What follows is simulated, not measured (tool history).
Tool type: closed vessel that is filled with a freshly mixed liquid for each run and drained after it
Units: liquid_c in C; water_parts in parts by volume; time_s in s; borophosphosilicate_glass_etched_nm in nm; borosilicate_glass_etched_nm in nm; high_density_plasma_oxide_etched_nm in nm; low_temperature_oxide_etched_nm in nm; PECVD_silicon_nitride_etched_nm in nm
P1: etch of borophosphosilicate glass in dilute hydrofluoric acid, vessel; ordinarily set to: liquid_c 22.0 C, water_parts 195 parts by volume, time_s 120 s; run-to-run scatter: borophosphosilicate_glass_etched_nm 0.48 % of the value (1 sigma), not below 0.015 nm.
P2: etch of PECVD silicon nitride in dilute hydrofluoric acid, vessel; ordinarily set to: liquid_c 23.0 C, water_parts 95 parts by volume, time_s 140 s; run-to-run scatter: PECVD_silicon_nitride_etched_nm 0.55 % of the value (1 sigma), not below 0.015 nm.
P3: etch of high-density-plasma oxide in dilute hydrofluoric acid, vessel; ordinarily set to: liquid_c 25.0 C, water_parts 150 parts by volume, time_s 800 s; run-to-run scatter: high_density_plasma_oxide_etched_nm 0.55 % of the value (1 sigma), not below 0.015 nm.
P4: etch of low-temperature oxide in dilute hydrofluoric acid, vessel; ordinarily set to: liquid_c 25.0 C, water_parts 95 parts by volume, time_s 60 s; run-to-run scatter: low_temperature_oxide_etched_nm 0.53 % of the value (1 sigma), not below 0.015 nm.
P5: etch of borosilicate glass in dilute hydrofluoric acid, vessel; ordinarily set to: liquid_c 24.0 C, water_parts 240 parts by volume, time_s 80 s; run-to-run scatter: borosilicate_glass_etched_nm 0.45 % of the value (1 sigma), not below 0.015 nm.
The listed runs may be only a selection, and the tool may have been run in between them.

| run | hour | process | liquid_c | water_parts | time_s | hours since the thermometer was replaced | hours since the hydrofluoric acid flow meter was replaced | borophosphosilicate_glass_etched_nm | borosilicate_glass_etched_nm | high_density_plasma_oxide_etched_nm | low_temperature_oxide_etched_nm | PECVD_silicon_nitride_etched_nm |
|---|---|---|---|---|---|---|---|---|---|---|---|---|
| 1 | 6.4 | P1 | 22.0 | 195 | 120 | 315.5 | 327.9 | 24.534 |  |  |  |  |
| 2 | 12.1 | P1 | 27.5 | 195 | 75 | 321.2 | 333.6 | 18.797 |  |  |  |  |
| 3 | 18.4 | P5 | 24.0 | 240 | 165 | 327.5 | 339.9 |  | 10.6800 |  |  |  |
| 4 | 25.7 | P3 | 25.0 | 25 | 800 | 334.8 | 347.2 |  |  | 192.100 |  |  |
| 5 | 29.3 | P3 | 25.0 | 150 | 800 | 338.4 | 350.8 |  |  | 27.302 |  |  |
| 6 | 34.1 | P1 | 22.0 | 330 | 120 | 343.2 | 355.6 | 12.738 |  |  |  |  |
| 7 | 40.1 | P5 | 30.5 | 240 | 80 | 349.2 | 361.6 |  | 6.4625 |  |  |  |
| 8 | 44.9 | P1 | 22.0 | 195 | 120 | 354.0 | 366.4 | 24.535 |  |  |  |  |
| 9 | 52.3 | P5 | 24.0 | 240 | 80 | 361.4 | 373.8 |  | 5.1499 |  |  |  |
| 10 | 57.7 | P4 | 25.0 | 95 | 115 | 366.8 | 379.2 |  |  |  | 19.9240 |  |
| 11 | 60.9 | P2 | 23.0 | 40 | 140 | 370.0 | 382.4 |  |  |  |  | 11.8590 |
| 12 | 67.2 | P1 | 22.0 | 195 | 215 | 376.3 | 388.7 | 43.557 |  |  |  |  |
| 13 | 71.7 | P3 | 20.5 | 150 | 800 | 380.8 | 393.2 |  |  | 23.173 |  |  |
| 14 | 76.5 | P4 | 25.0 | 170 | 60 | 385.6 | 398.0 |  |  |  | 5.3257 |  |
| 15 | 80.2 | P1 | 22.0 | 195 | 50 | 389.3 | 401.7 | 10.199 |  |  |  |  |
| 16 | 83.6 | P1 | 22.0 | 35 | 120 | 392.7 | 405.1 | 164.230 |  |  |  |  |
| 17 | 90.6 | P3 | 25.0 | 150 | 420 | 399.7 | 412.1 |  |  | 14.521 |  |  |
| 18 | 97.2 | P5 | 24.0 | 80 | 80 | 406.3 | 418.7 |  | 18.5060 |  |  |  |
| 19 | 103.6 | P4 | 25.0 | 95 | 60 | 412.7 | 425.1 |  |  |  | 10.3930 |  |
| 20 | 110.6 | P1 | 27.0 | 195 | 120 | 419.7 | 432.1 | 29.630 |  |  |  |  |
| 21 | 116.6 | P1 | 22.0 | 195 | 120 | 425.7 | 438.1 | 24.431 |  |  |  |  |
| 22 | 123.8 | P1 | 22.0 | 195 | 120 | 432.9 | 445.3 | 24.669 |  |  |  |  |
| 23 | 129.0 | P1 | 17.0 | 195 | 120 | 438.1 | 450.5 | 20.332 |  |  |  |  |
| 24 | 136.5 | P1 | 22.0 | 195 | 120 | 445.6 | 458.0 | 24.230 |  |  |  |  |
| 25 | 142.8 | P2 | 30.0 | 95 | 140 | 451.9 | 464.3 |  |  |  |  | 8.1224 |
| 26 | 146.1 | P4 | 25.0 | 95 | 60 | 455.2 | 467.6 |  |  |  | 10.2940 |  |
| 27 | 150.3 | P2 | 23.0 | 95 | 140 | 459.4 | 471.8 |  |  |  |  | 5.0789 |
| 28 | 157.0 | P1 | 22.0 | 125 | 185 | 466.1 | 478.5 | 64.466 |  |  |  |  |
| 29 | 162.6 | P2 | 23.0 | 95 | 30 | 471.7 | 484.1 |  |  |  |  | 1.0936 |
| 30 | 168.3 | P4 | 19.5 | 95 | 60 | 477.4 | 489.8 |  |  |  | 8.2199 |  |
| 31 | 175.5 | P1 | 22.0 | 195 | 120 | 484.6 | 497.0 | 24.644 |  |  |  |  |
| 32 | 181.9 | P1 | 22.0 | 195 | 120 | 491.0 | 503.4 | 23.851 |  |  |  |  |
| 33 | 186.1 | P1 | 22.0 | 195 | 120 | 495.2 | 507.6 | 23.290 |  |  |  |  |
| 34 | 192.3 | P1 | 22.0 | 195 | 120 | 501.4 | 513.8 | 22.932 |  |  |  |  |

What will run 35 give?
| 35 | 196.1 | P1 | 22.0 | 195 | 120 | 505.2 | 517.6 | ? |  |  |  |  |

borophosphosilicate_glass_etched_nm: 23.109 nm
